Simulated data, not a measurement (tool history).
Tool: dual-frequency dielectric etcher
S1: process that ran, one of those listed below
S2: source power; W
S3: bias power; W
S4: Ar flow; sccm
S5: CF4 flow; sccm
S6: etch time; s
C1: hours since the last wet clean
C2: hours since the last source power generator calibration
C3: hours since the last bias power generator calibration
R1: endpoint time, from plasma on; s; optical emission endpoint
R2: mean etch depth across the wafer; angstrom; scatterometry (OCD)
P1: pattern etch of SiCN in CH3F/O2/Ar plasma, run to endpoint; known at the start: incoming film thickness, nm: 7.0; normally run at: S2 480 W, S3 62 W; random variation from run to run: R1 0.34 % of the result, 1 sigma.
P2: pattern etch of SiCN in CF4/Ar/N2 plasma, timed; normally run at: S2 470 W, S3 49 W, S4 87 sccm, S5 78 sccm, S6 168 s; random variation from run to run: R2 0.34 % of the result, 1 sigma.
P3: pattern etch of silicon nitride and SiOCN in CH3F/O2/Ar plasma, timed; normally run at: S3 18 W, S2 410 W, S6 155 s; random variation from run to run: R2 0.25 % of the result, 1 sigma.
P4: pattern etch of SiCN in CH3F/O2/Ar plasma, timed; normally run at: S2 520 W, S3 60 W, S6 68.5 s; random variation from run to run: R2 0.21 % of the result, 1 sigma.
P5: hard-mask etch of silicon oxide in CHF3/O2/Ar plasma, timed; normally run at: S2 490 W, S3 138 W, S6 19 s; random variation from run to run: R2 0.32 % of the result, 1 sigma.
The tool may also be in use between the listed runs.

run   hour  S1   S2   S3  S4  S5    S6     C1      C2      C3      R1      R2
  1    4.7  P1  480   62                   57  1426.5  2414.7   18.38
  2     11  P1  630   62                 63.3  1432.8    2421  16.595
  3   16.9  P1  480   62                 69.2  1438.7  2426.9   18.42
  4   21.8  P2  470   49  87  78   250   74.1  1443.6  2431.8          2039.4
  5   30.3  P4  520   60          68.5   82.6  1452.1  2440.3          267.88
  6   34.3  P4  410   60          68.5   86.6  1456.1  2444.3          244.93
  7     43  P5  490  138            28   95.3  1464.8    2453          487.08
        46  -- bias power generator calibrated
  8   51.4  P4  520   60          68.5  103.7  1473.2     5.4           267.6
  9     60  P5  680  138            19  112.3  1481.8      14          376.13
 10   68.7  P5  490  192            19    121  1490.5    22.7           367.5
 11   75.6  P2  470   49  55  78   168  127.9  1497.4    29.6          1463.3
 12     82  P1  290   62                134.3  1503.8      36  22.281
 13   89.4  P2  470   60  87  78   168  141.7  1511.2    43.4          1450.5
 14     96  P4  520   60            38  148.3  1517.8      50          148.29
 15  101.5  P4  520   77          68.5  153.8  1523.3    55.5          292.12
 16  109.5  P2  470   49  87  78   168  161.8  1531.3    63.5          1368.3
 17  116.7  P1  480   62                  169  1538.5    70.7  18.469
 18  121.7  P1  480   62                  174  1543.5    75.7  18.338
 19  129.1  P1  660   42                181.4  1550.9    83.1  18.484
 20    134  P1  480   82                186.3  1555.8      88  16.692
 21  140.7  P2  470   49  87  78   168    193  1562.5    94.7          1370.2
 22  145.1  P3  410   18           155  197.4  1566.9    99.1          190.06
 23  152.1  P1  480   45                204.4  1573.9   106.1  20.379
 24  157.7  P1  480   62                  210  1579.5   111.7  18.371
 25  161.6  P3  410   18           155  213.9  1583.4   115.6          191.17
 26  167.8  P5  490  138            19  220.1  1589.6   121.8          330.51
 27  176.3  P5  490  138            19  228.6  1598.1   130.3          331.12
 28    185  P3  300   18           155  237.3  1606.8     139          169.81
 29  190.3  P3  410   14           155  242.6  1612.1   144.3          171.45
 30  195.8  P3  410   18            97  248.1  1617.6   149.8          118.25
 31  202.8  P2  350   49  87  78   168  255.1  1624.6   156.8          1046.6
 32  206.6  P2  470   49  87  52   168  258.9  1628.4   160.6          1278.5
 33  213.1  P1  480   62                265.4  1634.9   167.1  18.459
 34  221.6  P1  480   62                273.9  1643.4   175.6  18.482
 35  226.1  P1  480   62                278.4  1647.9   180.1  18.553
 36  233.5  P1  480   62                285.8  1655.3   187.5  18.516
     234.7  -- wet clean of the chamber
 37  239.2  P1  480   62                  4.6    1661   193.2   18.73
 38  245.9  P1  480   62                 11.3  1667.7   199.9  18.712
 39  252.1  P1  480   62                 17.5  1673.9   206.1  18.691
 40  258.3  P1  480   62                 23.7  1680.1   212.3  18.735
 41  266.3  P1  480   62                 31.7  1688.1   220.3  18.691
 42  272.3  P1  480   62                 37.7  1694.1   226.3  18.784

What P1 gives has crept away from where it was. These 2 causes fit the log equally well, each at the size given:
A: source power that arrives under what is set, % = 4.31
B: bias power that arrives under what is set, % = 4.9
The creep began at about hour 213.1.
Why every other cause is out:
chamber walls in a state that lowers the etch rate, %: serviced at hour 234.7, which brought nothing back

4 check runs are offered, one wafer each, their results left as question marks. Which one tells the causes apart?
check 1  278.3  P5  490  138            19                   ?
check 2  278.3  P3  410   18           155                   ?
check 3  278.3  P2  470   49  87  78   168                   ?
check 4  278.3  P4  520   60          68.5                   ?

What each check would give under each cause:
  check  result    if A    if B
check 1      R2  325.11  325.41
check 2      R2  187.03  185.99
check 3      R2  1312.4  1344.5
check 4      R2  263.47  263.55
How far apart the two closest causes lie, in the result that separates them most: check 1 0.09 %; check 2 0.56 %; check 3 2.42 %; check 4 0.03 %
Check 3 tells the causes apart: in the others they would give nearly the same result.

Then check 3 was run and gave: R2 1311.8 angstrom. Which cause is it?

It is A: source power that arrives under what is set, %.

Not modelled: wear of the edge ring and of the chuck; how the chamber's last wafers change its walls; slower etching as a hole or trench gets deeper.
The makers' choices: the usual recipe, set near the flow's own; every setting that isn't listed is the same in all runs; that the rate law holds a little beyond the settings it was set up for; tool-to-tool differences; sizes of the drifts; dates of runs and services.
